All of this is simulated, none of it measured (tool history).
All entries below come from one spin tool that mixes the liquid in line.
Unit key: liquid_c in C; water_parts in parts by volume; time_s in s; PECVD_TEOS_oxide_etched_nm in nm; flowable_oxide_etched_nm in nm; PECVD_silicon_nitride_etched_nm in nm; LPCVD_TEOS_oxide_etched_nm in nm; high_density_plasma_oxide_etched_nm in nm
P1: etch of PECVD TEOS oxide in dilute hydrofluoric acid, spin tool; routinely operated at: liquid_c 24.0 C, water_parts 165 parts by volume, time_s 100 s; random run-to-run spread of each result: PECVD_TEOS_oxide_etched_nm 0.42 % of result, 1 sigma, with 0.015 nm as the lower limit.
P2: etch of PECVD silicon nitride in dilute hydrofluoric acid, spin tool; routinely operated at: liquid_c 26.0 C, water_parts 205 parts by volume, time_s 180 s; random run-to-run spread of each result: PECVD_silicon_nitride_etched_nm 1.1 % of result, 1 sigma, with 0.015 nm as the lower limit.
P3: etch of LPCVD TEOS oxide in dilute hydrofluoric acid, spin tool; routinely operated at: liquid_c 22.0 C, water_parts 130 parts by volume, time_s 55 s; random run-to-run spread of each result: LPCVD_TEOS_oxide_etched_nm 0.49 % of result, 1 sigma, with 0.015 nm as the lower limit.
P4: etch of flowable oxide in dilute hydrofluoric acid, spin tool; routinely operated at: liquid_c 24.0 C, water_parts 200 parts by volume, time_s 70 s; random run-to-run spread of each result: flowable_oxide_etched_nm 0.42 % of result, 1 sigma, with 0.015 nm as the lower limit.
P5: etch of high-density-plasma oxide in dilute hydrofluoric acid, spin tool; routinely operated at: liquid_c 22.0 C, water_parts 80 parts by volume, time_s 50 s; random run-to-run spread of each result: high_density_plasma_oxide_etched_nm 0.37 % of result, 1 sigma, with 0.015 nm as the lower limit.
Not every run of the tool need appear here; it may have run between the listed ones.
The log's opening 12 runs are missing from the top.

run     day  process  liquid_c  water_parts  time_s  hours since the thermometer was replaced  hours since the hydrofluoric acid flow meter was replaced  PECVD_TEOS_oxide_etched_nm  flowable_oxide_etched_nm  PECVD_silicon_nitride_etched_nm  LPCVD_TEOS_oxide_etched_nm  high_density_plasma_oxide_etched_nm
 13   7.712       P1      24.0          165     100                                    1323.6                                                      289.6                      7.2292
 14   8.362       P5      22.0           80      15                                    1339.2                                                      305.2                                                                                                                                                  1.9393
 15   8.983       P1      18.0          165     100                                    1354.1                                                      320.1                      5.6967
 16   9.492       P1      24.0          165     100                                    1366.3                                                      332.3                      7.2226
 17  10.200       P4      24.0          295      70                                    1383.3                                                      349.3                                                5.0185
 18  10.729       P1      31.0           70     100                                    1396.0                                                      362.0                     24.9810
 19  11.325       P1      24.0          165     160                                    1410.3                                                      376.3                     11.6310
 20  12.000       P1      30.0          250     100                                    1426.5                                                      392.5                      5.3400
 21  12.417       P1      24.0          165      30                                    1436.5                                                      402.5                      2.1578
 22  12.921       P5      27.5           80      50                                    1448.6                                                      414.6                                                                                                                                                  8.1263
 23  13.675       P5      22.0          140      50                                    1466.7                                                      432.7                                                                                                                                                  3.4877
 24  14.088       P1      24.0          235     180                                    1476.6                                                      442.6                      8.4197
 25  14.629       P2      26.0          205     345                                    1489.6                                                      455.6                                                                                 4.6430
 26  15.092       P1      24.0           45     100                                    1500.7                                                      466.7                     30.7010

Predict the results of run 27:
 27  15.838       P1      29.0          165     100                                    1518.6                                                      484.6                           ?

PECVD_TEOS_oxide_etched_nm: 8.6289 nm

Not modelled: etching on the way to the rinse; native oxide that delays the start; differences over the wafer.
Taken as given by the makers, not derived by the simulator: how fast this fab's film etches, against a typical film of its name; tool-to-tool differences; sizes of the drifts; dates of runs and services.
